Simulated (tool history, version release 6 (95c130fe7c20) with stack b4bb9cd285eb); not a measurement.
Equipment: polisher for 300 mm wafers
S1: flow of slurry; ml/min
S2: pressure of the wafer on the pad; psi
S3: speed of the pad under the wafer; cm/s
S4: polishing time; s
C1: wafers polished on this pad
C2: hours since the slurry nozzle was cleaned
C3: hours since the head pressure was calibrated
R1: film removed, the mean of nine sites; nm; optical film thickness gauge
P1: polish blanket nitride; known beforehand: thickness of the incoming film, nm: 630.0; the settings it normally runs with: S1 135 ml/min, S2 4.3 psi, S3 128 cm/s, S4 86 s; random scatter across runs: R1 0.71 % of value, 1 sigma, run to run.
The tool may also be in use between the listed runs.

| run | hour | S1 | S2 | S3 | S4 | C1 | C2 | C3 | R1 |
|---|---|---|---|---|---|---|---|---|---|
| 1 | 4.6 | 135 | 4.3 | 128 | 86 | 151 | 385.9 | 963 | 222.97 |
| 2 | 9.7 | 135 | 4.3 | 192 | 86 | 176 | 391 | 968.1 | 310.57 |
| 3 | 17.6 | 135 | 4.3 | 128 | 86 | 215 | 398.9 | 976 | 223.99 |
| 4 | 21.6 | 135 | 4.3 | 128 | 86 | 235 | 402.9 | 980 | 224.75 |
| 5 | 27.9 | 135 | 4.3 | 128 | 86 | 266 | 409.2 | 986.3 | 222.77 |
| 6 | 33.6 | 135 | 4.3 | 128 | 86 | 294 | 414.9 | 992 | 225.35 |
| 7 | 39.7 | 135 | 4.3 | 128 | 124 | 324 | 421 | 998.1 | 325.95 |
| 8 | 45.6 | 135 | 6.7 | 128 | 86 | 353 | 426.9 | 1004 | 350.76 |
| 9 | 49.2 | 135 | 4.3 | 128 | 86 | 371 | 430.5 | 1007.6 | 225.7 |
| 10 | 55.8 | 135 | 4.3 | 128 | 48 | 404 | 437.1 | 1014.2 | 124.59 |
| 11 | 60.6 | 80 | 4.3 | 128 | 86 | 427 | 441.9 | 1019 | 198.35 |
| 12 | 67.1 | 135 | 4.3 | 84 | 113 | 460 | 448.4 | 1025.5 | 209.6 |
| 13 | 74.2 | 135 | 4.3 | 66 | 86 | 495 | 455.5 | 1032.6 | 131.71 |
| 14 | 78.4 | 190 | 4.3 | 128 | 86 | 515 | 459.7 | 1036.8 | 235.34 |
| 15 | 83.6 | 135 | 2.2 | 128 | 86 | 541 | 464.9 | 1042 | 115.09 |
| 16 | 87.5 | 135 | 4.3 | 128 | 86 | 560 | 468.8 | 1045.9 | 222.08 |
| 17 | 93.5 | 135 | 4.3 | 128 | 86 | 590 | 474.8 | 1051.9 | 216.99 |

Run 18 comes next. What will it give?
| 18 | 98.8 | 135 | 4.3 | 128 | 86 | 616 | 480.1 | 1057.2 | ? |

{"run 18": {"R1": 214.68}}
